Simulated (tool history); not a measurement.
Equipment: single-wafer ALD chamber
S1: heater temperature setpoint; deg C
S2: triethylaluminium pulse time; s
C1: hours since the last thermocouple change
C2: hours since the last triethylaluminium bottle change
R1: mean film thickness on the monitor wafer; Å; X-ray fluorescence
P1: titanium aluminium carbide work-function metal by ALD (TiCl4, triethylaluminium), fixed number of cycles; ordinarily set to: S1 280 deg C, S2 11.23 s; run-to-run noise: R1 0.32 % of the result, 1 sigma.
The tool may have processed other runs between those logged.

run	hour	S1	S2	C1	C2	R1
1	5.1	280	11.23	1007.6	645.3	18.696
2	10.5	280	17.58	1013	650.7	19.125
3	14.9	301	7.13	1017.4	655.1	19.14
4	18.5	280	6.01	1021	658.7	16.655
5	22.2	280	11.23	1024.7	662.4	18.656
6	26	258	11.23	1028.5	666.2	16.77
7	30.6	280	11.23	1033.1	670.8	18.69
8	35.1	264	5.07	1037.6	675.3	14.599
9	39	280	11.23	1041.5	679.2	18.767
10	43.2	280	11.23	1045.7	683.4	18.627
# hour 45.7: triethylaluminium bottle replaced
11	46.1	280	11.23	1048.6	0.5	18.734
12	50.8	256	4.38	1053.3	5.2	13.201
13	54.5	305	11.23	1057	8.9	20.774
14	58.9	280	11.23	1061.4	13.3	18.597

What will run 15 give?
15	63.2	280	11.23	1065.7	17.6	?

Logged for run 15: R1 18.494 Å.

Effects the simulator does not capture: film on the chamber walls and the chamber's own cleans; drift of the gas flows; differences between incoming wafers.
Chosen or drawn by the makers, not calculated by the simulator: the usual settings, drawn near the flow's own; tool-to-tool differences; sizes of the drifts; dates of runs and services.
